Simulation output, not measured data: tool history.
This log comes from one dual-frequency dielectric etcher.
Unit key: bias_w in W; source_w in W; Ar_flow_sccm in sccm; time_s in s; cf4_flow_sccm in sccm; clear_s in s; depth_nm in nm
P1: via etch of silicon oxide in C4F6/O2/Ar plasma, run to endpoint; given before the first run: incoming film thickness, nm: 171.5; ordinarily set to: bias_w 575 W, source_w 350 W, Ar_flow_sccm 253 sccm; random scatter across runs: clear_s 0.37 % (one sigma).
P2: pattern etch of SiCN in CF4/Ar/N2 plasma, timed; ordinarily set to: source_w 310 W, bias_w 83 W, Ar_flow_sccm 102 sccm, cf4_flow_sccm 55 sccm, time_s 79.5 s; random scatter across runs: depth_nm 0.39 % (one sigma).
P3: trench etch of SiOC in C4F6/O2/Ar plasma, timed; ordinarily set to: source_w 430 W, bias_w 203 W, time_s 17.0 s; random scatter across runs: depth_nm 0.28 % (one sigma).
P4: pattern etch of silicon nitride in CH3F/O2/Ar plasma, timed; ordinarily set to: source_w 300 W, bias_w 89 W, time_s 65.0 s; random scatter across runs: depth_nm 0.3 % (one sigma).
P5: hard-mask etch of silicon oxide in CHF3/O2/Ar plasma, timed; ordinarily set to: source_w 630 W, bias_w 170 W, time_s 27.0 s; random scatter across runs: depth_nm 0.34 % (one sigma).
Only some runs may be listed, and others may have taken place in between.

run   hour  process  bias_w  source_w  Ar_flow_sccm  time_s  cf4_flow_sccm  hours since the last wet clean  hours since the last bias power generator calibration  hours since the last source power generator calibration  hours since the last Ar flow controller change  clear_s  depth_nm
  1    7.6       P1     575       350           253                                                  187.0                                                 2211.3                                                    281.9                                          3157.8   37.998
  2   17.3       P5     170       630                  27.0                                          196.7                                                 2221.0                                                    291.6                                          3167.5             54.080
  3   27.0       P1     575       470           350                                                  206.4                                                 2230.7                                                    301.3                                          3177.2   35.685
  4   34.4       P1     575       350           321                                                  213.8                                                 2238.1                                                    308.7                                          3184.6   39.017
  5   43.4       P2     109       310           102    79.5             55                           222.8                                                 2247.1                                                    317.7                                          3193.6             57.042
  6   54.8       P3     203       330                  17.0                                          234.2                                                 2258.5                                                    329.1                                          3205.0             33.844
  7   69.6       P5     206       630                  27.0                                          249.0                                                 2273.3                                                    343.9                                          3219.8             57.269
  8   83.2       P4      89       300                  65.0                                          262.6                                                 2286.9                                                    357.5                                          3233.4             45.602
  9   89.7       P1     474       350           348                                                  269.1                                                 2293.4                                                    364.0                                          3239.9   42.536
 10   96.7       P3     255       430                  17.0                                          276.1                                                 2300.4                                                    371.0                                          3246.9             40.625
 11  106.5       P2      83       400           102    79.5             55                           285.9                                                 2310.2                                                    380.8                                          3256.7             64.032
 12  118.5       P2      83       310            68    79.5             55                           297.9                                                 2322.2                                                    392.8                                          3268.7             54.449
 13  132.3       P1     575       350           253                                                  311.7                                                 2336.0                                                    406.6                                          3282.5   38.194
 14  146.1       P4     109       300                  65.0                                          325.5                                                 2349.8                                                    420.4                                          3296.3             49.071
 15  153.3       P2      83       310           102   102.5             55                           332.7                                                 2357.0                                                    427.6                                          3303.5             66.127
 16  164.7       P4      89       300                  80.0                                          344.1                                                 2368.4                                                    439.0                                          3314.9             56.279
 17  171.9       P1     575       350           151                                                  351.3                                                 2375.6                                                    446.2                                          3322.1   36.013
 18  184.3       P2      83       310           102    79.5             71                           363.7                                                 2388.0                                                    458.6                                          3334.5             53.553
 19  196.5       P5     170       790                  27.0                                          375.9                                                 2400.2                                                    470.8                                          3346.7             59.059
 20  207.4       P1     714       270           253                                                  386.8                                                 2411.1                                                    481.7                                          3357.6   38.302
 21  219.9       P1     575       430           253                                                  399.3                                                 2423.6                                                    494.2                                          3370.1   35.456
 22  229.9       P4      89       210                  65.0                                          409.3                                                 2433.6                                                    504.2                                          3380.1             39.809
 23  240.3       P1     575       280           253                                                  419.7                                                 2444.0                                                    514.6                                          3390.5   41.407
 24  253.0       P1     575       350           253                                                  432.4                                                 2456.7                                                    527.3                                          3403.2   38.003
 25  265.5       P1     575       350           253                                                  444.9                                                 2469.2                                                    539.8                                          3415.7   38.240
 26  275.0       P5     170       630                  33.0                                          454.4                                                 2478.7                                                    549.3                                          3425.2             66.294
 27  287.1       P1     806       350           253                                                  466.5                                                 2490.8                                                    561.4                                          3437.3   33.424
 28  297.8       P2      83       310           102    79.5             55                           477.2                                                 2501.5                                                    572.1                                          3448.0             51.274
 29  309.2       P3     203       430                   9.5                                          488.6                                                 2512.9                                                    583.5                                          3459.4             21.091
 30  317.9       P3     203       430                  17.0                                          497.3                                                 2521.6                                                    592.2                                          3468.1             37.731
 31  331.9       P1     339       350           253                                                  511.3                                                 2535.6                                                    606.2                                          3482.1   46.434
 32  346.3       P1     575       350           253                                                  525.7                                                 2550.0                                                    620.6                                          3496.5   38.101
 33  358.8       P1     575       350           253                                                  538.2                                                 2562.5                                                    633.1                                          3509.0   38.441
 34  366.7       P1     575       350           253                                                  546.1                                                 2570.4                                                    641.0                                          3516.9   38.442
 35  379.3       P1     575       350           253                                                  558.7                                                 2583.0                                                    653.6                                          3529.5   38.567
 36  388.5       P1     575       350           253                                                  567.9                                                 2592.2                                                    662.8                                          3538.7   38.641
 37  401.2       P1     575       350           253                                                  580.6                                                 2604.9                                                    675.5                                          3551.4   38.665
     404.7  -- wet clean of the chamber
 38  408.6       P1     575       350           253                                                    3.9                                                 2612.3                                                    682.9                                          3558.8   38.828
 39  418.8       P1     575       350           253                                                   14.1                                                 2622.5                                                    693.1                                          3569.0   38.912
 40  428.3       P1     575       350           253                                                   23.6                                                 2632.0                                                    702.6                                          3578.5   38.860
 41  441.1       P1     575       350           253                                                   36.4                                                 2644.8                                                    715.4                                          3591.3   38.999
 42  453.6       P1     575       350           253                                                   48.9                                                 2657.3                                                    727.9                                          3603.8   38.928

P1 has crept away from where it was. The log is fitted equally well by each of these 2 causes, at the sizes shown:
A: source power that arrives under what is set, % = 4.99
B: bias power that arrives under what is set, % = 4.78
Creep in the process output first set in at about hour 346.3.
What rules out each remaining cause:
chamber walls in a state that lowers the etch rate, %: serviced at hour 404.7, after the drift had started, without restoring the earlier output
Ar flow that arrives over what is set, %: at most 8, giving a +0.9 % change in clear_s: too small, or against the direction of the creep

Consider the 4 check runs below, whose results appear as question marks and each of which averages 2 wafers. Which one distinguishes the causes, in that each cause would give it a clearly different result?
check 1  466.1       P2      83       310            79    97.0             55                                                                                                                                                                                                                  ?
check 2  466.1       P4      89       220                  65.0                                                                                                                                                                                                                                 ?
check 3  466.1       P5     199       630                  27.0                                                                                                                                                                                                                                 ?
check 4  466.1       P3     253       430                  14.0                                                                                                                                                                                                                                 ?

What each check would give under each cause:
  check    result    if A    if B
check 1  depth_nm  62.111  63.799
check 2  depth_nm  39.821  39.850
check 3  depth_nm  55.702  55.859
check 4  depth_nm  32.657  32.759
Gap, in per cent, between the two causes that each check separates least, read from the result that separates them most: check 1 2.68 %; check 2 0.07 %; check 3 0.28 %; check 4 0.31 %
Check 1 distinguishes between the causes, while the remaining checks would return nearly the same result for all of them.

The results of check 1 are: depth_nm 62.118 nm. Based on these, which of the listed causes is it?

It was cause A: source power that arrives under what is set, %.

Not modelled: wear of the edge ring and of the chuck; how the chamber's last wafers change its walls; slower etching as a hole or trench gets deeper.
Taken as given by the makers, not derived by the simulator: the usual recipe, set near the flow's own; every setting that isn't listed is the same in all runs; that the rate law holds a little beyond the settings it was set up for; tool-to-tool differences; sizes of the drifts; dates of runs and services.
